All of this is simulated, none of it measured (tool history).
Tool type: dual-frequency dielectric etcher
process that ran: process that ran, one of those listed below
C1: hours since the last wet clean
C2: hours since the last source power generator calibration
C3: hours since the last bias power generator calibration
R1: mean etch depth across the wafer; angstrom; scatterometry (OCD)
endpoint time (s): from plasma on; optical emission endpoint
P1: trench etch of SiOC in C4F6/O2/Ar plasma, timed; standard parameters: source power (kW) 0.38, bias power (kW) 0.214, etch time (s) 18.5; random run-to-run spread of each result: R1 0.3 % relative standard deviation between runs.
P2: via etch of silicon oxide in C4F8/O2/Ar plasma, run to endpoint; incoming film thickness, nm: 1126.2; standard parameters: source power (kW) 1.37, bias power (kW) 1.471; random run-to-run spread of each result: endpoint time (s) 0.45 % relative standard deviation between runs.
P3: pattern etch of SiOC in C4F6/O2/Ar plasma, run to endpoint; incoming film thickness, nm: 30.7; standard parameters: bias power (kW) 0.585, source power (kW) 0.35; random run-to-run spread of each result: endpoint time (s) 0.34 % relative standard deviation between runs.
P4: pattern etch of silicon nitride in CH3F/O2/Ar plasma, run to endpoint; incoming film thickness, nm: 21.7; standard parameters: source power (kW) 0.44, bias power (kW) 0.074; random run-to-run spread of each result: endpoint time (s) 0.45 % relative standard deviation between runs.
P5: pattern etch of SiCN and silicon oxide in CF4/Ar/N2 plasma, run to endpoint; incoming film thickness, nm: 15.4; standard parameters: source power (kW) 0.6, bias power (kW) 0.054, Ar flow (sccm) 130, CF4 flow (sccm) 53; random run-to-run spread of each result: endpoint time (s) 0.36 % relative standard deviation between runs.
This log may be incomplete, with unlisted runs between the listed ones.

run 1 day=0.408 | process_that_ran=P1 source_power_(kW)=0.38 bias_power_(kW)=0.214 etch_time_(s)=18.5 | C1=493.8 C2=3208.2 C3=1609.4 | R1=393.93
run 2 day=0.9 | process_that_ran=P2 source_power_(kW)=1.37 bias_power_(kW)=0.884 | C1=505.6 C2=3220 C3=1621.2 | endpoint_time_(s)=325.84
run 3 day=1.421 | process_that_ran=P1 source_power_(kW)=0.47 bias_power_(kW)=0.214 etch_time_(s)=18.5 | C1=518.1 C2=3232.5 C3=1633.7 | R1=427.44
run 4 day=1.846 | process_that_ran=P4 source_power_(kW)=0.62 bias_power_(kW)=0.074 | C1=528.3 C2=3242.7 C3=1643.9 | endpoint_time_(s)=26.201
run 5 day=2.371 | process_that_ran=P5 source_power_(kW)=0.6 bias_power_(kW)=0.054 Ar_flow_(sccm)=130 CF4_flow_(sccm)=35 | C1=540.9 C2=3255.3 C3=1656.5 | endpoint_time_(s)=18.296
run 6 day=2.862 | process_that_ran=P1 source_power_(kW)=0.38 bias_power_(kW)=0.147 etch_time_(s)=18.5 | C1=552.7 C2=3267.1 C3=1668.3 | R1=349.6
run 7 day=3.154 | process_that_ran=P5 source_power_(kW)=0.6 bias_power_(kW)=0.054 Ar_flow_(sccm)=130 CF4_flow_(sccm)=53 | C1=559.7 C2=3274.1 C3=1675.3 | endpoint_time_(s)=16.959
run 8 day=3.5 | process_that_ran=P5 source_power_(kW)=0.6 bias_power_(kW)=0.042 Ar_flow_(sccm)=130 CF4_flow_(sccm)=53 | C1=568 C2=3282.4 C3=1683.6 | endpoint_time_(s)=18.508
run 9 day=4.025 | process_that_ran=P3 source_power_(kW)=0.35 bias_power_(kW)=0.585 | C1=580.6 C2=3295 C3=1696.2 | endpoint_time_(s)=10.097
-- day=4.267 wet clean of the chamber
run 10 day=4.388 | process_that_ran=P3 source_power_(kW)=0.35 bias_power_(kW)=0.807 | C1=3 C2=3303.7 C3=1704.9 | endpoint_time_(s)=8.9215
run 11 day=4.704 | process_that_ran=P1 source_power_(kW)=0.38 bias_power_(kW)=0.214 etch_time_(s)=18.5 | C1=10.6 C2=3311.3 C3=1712.5 | R1=393.75
run 12 day=5.054 | process_that_ran=P5 source_power_(kW)=0.6 bias_power_(kW)=0.054 Ar_flow_(sccm)=87 CF4_flow_(sccm)=53 | C1=19 C2=3319.7 C3=1720.9 | endpoint_time_(s)=15.767
run 13 day=5.388 | process_that_ran=P1 source_power_(kW)=0.38 bias_power_(kW)=0.214 etch_time_(s)=18.5 | C1=27 C2=3327.7 C3=1728.9 | R1=392.76
run 14 day=5.908 | process_that_ran=P4 source_power_(kW)=0.44 bias_power_(kW)=0.074 | C1=39.5 C2=3340.2 C3=1741.4 | endpoint_time_(s)=29.789
run 15 day=6.171 | process_that_ran=P1 source_power_(kW)=0.38 bias_power_(kW)=0.214 etch_time_(s)=18.5 | C1=45.8 C2=3346.5 C3=1747.7 | R1=393.23
run 16 day=6.617 | process_that_ran=P5 source_power_(kW)=0.6 bias_power_(kW)=0.054 Ar_flow_(sccm)=130 CF4_flow_(sccm)=53 | C1=56.5 C2=3357.2 C3=1758.4 | endpoint_time_(s)=17.079
run 17 day=6.975 | process_that_ran=P1 source_power_(kW)=0.28 bias_power_(kW)=0.214 etch_time_(s)=18.5 | C1=65.1 C2=3365.8 C3=1767 | R1=348.99
run 18 day=7.442 | process_that_ran=P1 source_power_(kW)=0.38 bias_power_(kW)=0.214 etch_time_(s)=11 | C1=76.3 C2=3377 C3=1778.2 | R1=234.31
run 19 day=7.846 | process_that_ran=P1 source_power_(kW)=0.38 bias_power_(kW)=0.214 etch_time_(s)=26 | C1=86 C2=3386.7 C3=1787.9 | R1=552.71
run 20 day=8.238 | process_that_ran=P4 source_power_(kW)=0.44 bias_power_(kW)=0.044 | C1=95.4 C2=3396.1 C3=1797.3 | endpoint_time_(s)=35.008
run 21 day=8.571 | process_that_ran=P1 source_power_(kW)=0.48 bias_power_(kW)=0.214 etch_time_(s)=10 | C1=103.4 C2=3404.1 C3=1805.3 | R1=230.63
run 22 day=9.117 | process_that_ran=P5 source_power_(kW)=0.48 bias_power_(kW)=0.054 Ar_flow_(sccm)=130 CF4_flow_(sccm)=53 | C1=116.5 C2=3417.2 C3=1818.4 | endpoint_time_(s)=20.749
run 23 day=9.538 | process_that_ran=P1 source_power_(kW)=0.38 bias_power_(kW)=0.172 etch_time_(s)=25 | C1=126.6 C2=3427.3 C3=1828.5 | R1=495.74
run 24 day=10 | process_that_ran=P2 source_power_(kW)=1.37 bias_power_(kW)=1.471 | C1=137.7 C2=3438.4 C3=1839.6 | endpoint_time_(s)=286.35
run 25 day=10.421 | process_that_ran=P2 source_power_(kW)=1.92 bias_power_(kW)=1.471 | C1=147.8 C2=3448.5 C3=1849.7 | endpoint_time_(s)=250.34
run 26 day=10.775 | process_that_ran=P3 source_power_(kW)=0.22 bias_power_(kW)=0.585 | C1=156.3 C2=3457 C3=1858.2 | endpoint_time_(s)=11.944
run 27 day=11.233 | process_that_ran=P1 source_power_(kW)=0.38 bias_power_(kW)=0.302 etch_time_(s)=18.5 | C1=167.3 C2=3468 C3=1869.2 | R1=443
run 28 day=11.767 | process_that_ran=P1 source_power_(kW)=0.38 bias_power_(kW)=0.214 etch_time_(s)=18.5 | C1=180.1 C2=3480.8 C3=1882 | R1=392.42
run 29 day=12.062 | process_that_ran=P1 source_power_(kW)=0.38 bias_power_(kW)=0.298 etch_time_(s)=13.5 | C1=187.2 C2=3487.9 C3=1889.1 | R1=321.54
run 30 day=12.546 | process_that_ran=P1 source_power_(kW)=0.38 bias_power_(kW)=0.214 etch_time_(s)=18.5 | C1=198.8 C2=3499.5 C3=1900.7 | R1=392.22
run 31 day=12.817 | process_that_ran=P1 source_power_(kW)=0.38 bias_power_(kW)=0.214 etch_time_(s)=18.5 | C1=205.3 C2=3506 C3=1907.2 | R1=396.33
run 32 day=13.412 | process_that_ran=P1 source_power_(kW)=0.38 bias_power_(kW)=0.214 etch_time_(s)=18.5 | C1=219.6 C2=3520.3 C3=1921.5 | R1=396.17
run 33 day=13.921 | process_that_ran=P1 source_power_(kW)=0.38 bias_power_(kW)=0.214 etch_time_(s)=18.5 | C1=231.8 C2=3532.5 C3=1933.7 | R1=396.53
run 34 day=14.229 | process_that_ran=P1 source_power_(kW)=0.38 bias_power_(kW)=0.214 etch_time_(s)=18.5 | C1=239.2 C2=3539.9 C3=1941.1 | R1=397.14
run 35 day=14.792 | process_that_ran=P1 source_power_(kW)=0.38 bias_power_(kW)=0.214 etch_time_(s)=18.5 | C1=252.7 C2=3553.4 C3=1954.6 | R1=398.68
run 36 day=15.058 | process_that_ran=P1 source_power_(kW)=0.38 bias_power_(kW)=0.214 etch_time_(s)=18.5 | C1=259.1 C2=3559.8 C3=1961 | R1=399.87
-- day=15.067 wet clean of the chamber
run 37 day=15.562 | process_that_ran=P1 source_power_(kW)=0.38 bias_power_(kW)=0.214 etch_time_(s)=18.5 | C1=11.9 C2=3571.9 C3=1973.1 | R1=397.91
run 38 day=16.021 | process_that_ran=P1 source_power_(kW)=0.38 bias_power_(kW)=0.214 etch_time_(s)=18.5 | C1=22.9 C2=3582.9 C3=1984.1 | R1=400.76

P1 no longer gives what it gave before; its output has crept away from where it was. The following 2 causes, each at its listed size, fit the log equally well:
A: bias power that arrives over what is set, % = 4.66
B: source power that arrives over what is set, % = 3.99
Creep in the process output first set in at about day 12.546.
All other causes, with the reason each is excluded:
chamber walls in a state that raises the etch rate, %: work on it at day 15.067, done after the drift set in, did not restore what the process gave before

Which of the check runs below tells the causes apart, meaning the causes would give it clearly different results? Each run uses 2 wafers whose results are averaged, and each result is shown as a question mark.
run check 1 day=16.479 | process_that_ran=P4 source_power_(kW)=0.55 bias_power_(kW)=0.046 | endpoint_time_(s)=?
run check 2 day=16.479 | process_that_ran=P2 source_power_(kW)=1.81 bias_power_(kW)=0.983 | endpoint_time_(s)=?
run check 3 day=16.479 | process_that_ran=P5 source_power_(kW)=0.6 bias_power_(kW)=0.054 Ar_flow_(sccm)=90 CF4_flow_(sccm)=53 | endpoint_time_(s)=?
run check 4 day=16.479 | process_that_ran=P3 source_power_(kW)=0.35 bias_power_(kW)=0.754 | endpoint_time_(s)=?

Check results expected under each cause:
check=check_1 result=endpoint_time_(s) if_A=31.491 if_B=31.431
check=check_2 result=endpoint_time_(s) if_A=280.23 if_B=278.79
check=check_3 result=endpoint_time_(s) if_A=15.658 if_B=15.344
check=check_4 result=endpoint_time_(s) if_A=8.9819 if_B=9.0172
Separation of the two closest causes in each check, using whichever result separates them best: check 1 0.19 %; check 2 0.52 %; check 3 2.03 %; check 4 0.39 %
Of the check runs offered, only check 3 discriminates between the causes; the rest would read about the same regardless of which cause applies.

After running check 3, the following was obtained: endpoint time (s) 15.294. Which cause does this point to?

Of the candidate causes, it is B: source power that arrives over what is set, %.
